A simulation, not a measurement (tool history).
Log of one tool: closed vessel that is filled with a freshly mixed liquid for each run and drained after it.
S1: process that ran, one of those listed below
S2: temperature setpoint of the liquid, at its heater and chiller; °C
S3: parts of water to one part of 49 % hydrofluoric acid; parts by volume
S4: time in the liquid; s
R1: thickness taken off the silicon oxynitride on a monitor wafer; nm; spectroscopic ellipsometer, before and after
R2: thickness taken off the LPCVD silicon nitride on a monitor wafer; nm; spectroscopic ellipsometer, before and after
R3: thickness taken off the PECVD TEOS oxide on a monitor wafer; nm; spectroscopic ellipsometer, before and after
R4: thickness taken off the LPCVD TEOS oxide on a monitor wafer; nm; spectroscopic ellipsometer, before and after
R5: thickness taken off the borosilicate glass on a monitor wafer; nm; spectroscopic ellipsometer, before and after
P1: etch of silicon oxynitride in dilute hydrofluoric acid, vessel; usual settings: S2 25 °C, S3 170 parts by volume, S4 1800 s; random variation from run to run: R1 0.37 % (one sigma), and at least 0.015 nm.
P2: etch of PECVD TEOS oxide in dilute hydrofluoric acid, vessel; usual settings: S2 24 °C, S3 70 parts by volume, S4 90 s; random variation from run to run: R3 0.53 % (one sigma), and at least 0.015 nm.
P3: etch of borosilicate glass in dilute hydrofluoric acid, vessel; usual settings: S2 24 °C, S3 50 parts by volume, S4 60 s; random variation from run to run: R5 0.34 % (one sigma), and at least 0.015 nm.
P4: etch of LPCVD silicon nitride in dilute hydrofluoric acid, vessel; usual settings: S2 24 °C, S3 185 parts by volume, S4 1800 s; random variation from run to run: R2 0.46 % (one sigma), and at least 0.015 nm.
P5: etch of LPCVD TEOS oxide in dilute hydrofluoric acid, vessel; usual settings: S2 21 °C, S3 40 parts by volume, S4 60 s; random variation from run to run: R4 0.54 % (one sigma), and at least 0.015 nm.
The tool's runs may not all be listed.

{"run": 1, "day": 0.183, "S1": "P1", "S2": 25, "S3": 170, "S4": 1800, "R1": 19.885}
{"run": 2, "day": 0.362, "S1": "P4", "S2": 24, "S3": 185, "S4": 3350, "R2": 8.6619}
{"run": 3, "day": 0.588, "S1": "P1", "S2": 25, "S3": 170, "S4": 3450, "R1": 38.11}
{"run": 4, "day": 0.817, "S1": "P1", "S2": 25, "S3": 170, "S4": 1800, "R1": 19.726}
{"day": 0.875, "done": "thermometer replaced"}
{"run": 5, "day": 0.996, "S1": "P1", "S2": 18, "S3": 170, "S4": 1800, "R1": 14.365}
{"run": 6, "day": 1.208, "S1": "P2", "S2": 24, "S3": 120, "S4": 90, "R3": 20.765}
{"run": 7, "day": 1.429, "S1": "P5", "S2": 17, "S3": 40, "S4": 60, "R4": 30.159}
{"run": 8, "day": 1.671, "S1": "P1", "S2": 30, "S3": 170, "S4": 1800, "R1": 24.664}
{"run": 9, "day": 1.908, "S1": "P2", "S2": 24, "S3": 70, "S4": 90, "R3": 38.023}
{"run": 10, "day": 2.112, "S1": "P2", "S2": 17, "S3": 70, "S4": 90, "R3": 28.347}
{"run": 11, "day": 2.279, "S1": "P5", "S2": 21, "S3": 40, "S4": 60, "R4": 35.286}
{"run": 12, "day": 2.496, "S1": "P3", "S2": 24, "S3": 50, "S4": 60, "R5": 36.362}
{"run": 13, "day": 2.621, "S1": "P4", "S2": 24, "S3": 185, "S4": 1800, "R2": 4.6276}
{"run": 14, "day": 2.879, "S1": "P2", "S2": 24, "S3": 70, "S4": 40, "R3": 17.031}
{"run": 15, "day": 3.029, "S1": "P1", "S2": 31, "S3": 170, "S4": 505, "R1": 7.2248}
{"run": 16, "day": 3.254, "S1": "P5", "S2": 21, "S3": 40, "S4": 60, "R4": 35.269}
{"run": 17, "day": 3.521, "S1": "P1", "S2": 25, "S3": 300, "S4": 3255, "R1": 18.348}
{"run": 18, "day": 3.704, "S1": "P2", "S2": 24, "S3": 70, "S4": 90, "R3": 38.156}
{"run": 19, "day": 3.95, "S1": "P1", "S2": 25, "S3": 170, "S4": 1800, "R1": 19.892}
{"run": 20, "day": 4.079, "S1": "P4", "S2": 24, "S3": 320, "S4": 1800, "R2": 2.6789}
{"run": 21, "day": 4.254, "S1": "P1", "S2": 25, "S3": 170, "S4": 1800, "R1": 19.907}
{"run": 22, "day": 4.517, "S1": "P3", "S2": 24, "S3": 50, "S4": 30, "R5": 18.364}
{"run": 23, "day": 4.65, "S1": "P1", "S2": 25, "S3": 170, "S4": 1800, "R1": 19.908}
{"run": 24, "day": 4.875, "S1": "P5", "S2": 21, "S3": 40, "S4": 95, "R4": 56.381}
{"run": 25, "day": 5.092, "S1": "P1", "S2": 25, "S3": 260, "S4": 1800, "R1": 12.176}
{"run": 26, "day": 5.221, "S1": "P1", "S2": 25, "S3": 270, "S4": 3175, "R1": 20.465}
{"run": 27, "day": 5.45, "S1": "P1", "S2": 25, "S3": 45, "S4": 1800, "R1": 83.137}
{"run": 28, "day": 5.588, "S1": "P3", "S2": 17.5, "S3": 50, "S4": 60, "R5": 27.92}
{"run": 29, "day": 5.762, "S1": "P5", "S2": 21, "S3": 70, "S4": 60, "R4": 19.336}
{"run": 30, "day": 6.033, "S1": "P1", "S2": 25, "S3": 170, "S4": 525, "R1": 5.7965}
{"run": 31, "day": 6.271, "S1": "P3", "S2": 24, "S3": 20, "S4": 60, "R5": 94.711}
{"run": 32, "day": 6.462, "S1": "P1", "S2": 25, "S3": 170, "S4": 1800, "R1": 19.85}
{"run": 33, "day": 6.688, "S1": "P4", "S2": 17, "S3": 185, "S4": 1800, "R2": 2.929}
{"run": 34, "day": 6.942, "S1": "P3", "S2": 24, "S3": 50, "S4": 60, "R5": 36.612}
{"run": 35, "day": 7.154, "S1": "P1", "S2": 25, "S3": 170, "S4": 1800, "R1": 19.858}
{"run": 36, "day": 7.383, "S1": "P1", "S2": 25, "S3": 170, "S4": 1800, "R1": 19.278}
{"run": 37, "day": 7.575, "S1": "P1", "S2": 25, "S3": 170, "S4": 1800, "R1": 19.047}
{"run": 38, "day": 7.796, "S1": "P1", "S2": 25, "S3": 170, "S4": 1800, "R1": 18.77}
{"run": 39, "day": 7.983, "S1": "P1", "S2": 25, "S3": 170, "S4": 1800, "R1": 18.668}
{"run": 40, "day": 8.25, "S1": "P1", "S2": 25, "S3": 170, "S4": 1800, "R1": 18.609}
{"run": 41, "day": 8.504, "S1": "P1", "S2": 25, "S3": 170, "S4": 1800, "R1": 18.587}

What P1 gives has crept away from where it was. These 2 causes fit the log equally well, each at the size given:
A: liquid colder than its thermometer reads (K) = 1.45
B: hydrofluoric acid flow below the setpoint (%) = 5.56
The creep began at about day 7.154.

4 check runs are offered, each on 2 wafers whose results are averaged, their results left as question marks. Which one tells the causes apart?
{"run": "check 1", "day": 8.758, "S1": "P2", "S2": 24, "S3": 70, "S4": 90, "R3": "?"}
{"run": "check 2", "day": 8.758, "S1": "P5", "S2": 21, "S3": 40, "S4": 60, "R4": "?"}
{"run": "check 3", "day": 8.758, "S1": "P4", "S2": 24, "S3": 185, "S4": 1800, "R2": "?"}
{"run": "check 4", "day": 8.758, "S1": "P3", "S2": 24, "S3": 50, "S4": 60, "R5": "?"}

What each check would give under each cause:
check=check_1 result=R3 if_A=35.855 if_B=35.734
check=check_2 result=R4 if_A=33.429 if_B=33.492
check=check_3 result=R2 if_A=4.2221 if_B=4.3778
check=check_4 result=R5 if_A=34.509 if_B=34.474
How far apart the two closest causes lie, in the result that separates them most: check 1 0.34 %; check 2 0.19 %; check 3 3.62 %; check 4 0.1 %
Only check 3 tells the causes apart: in the others they would give nearly the same result.

Check 3 was then run and gave: R2 4.3822 nm. Which cause is it?

It is B: hydrofluoric acid flow below the setpoint (%).
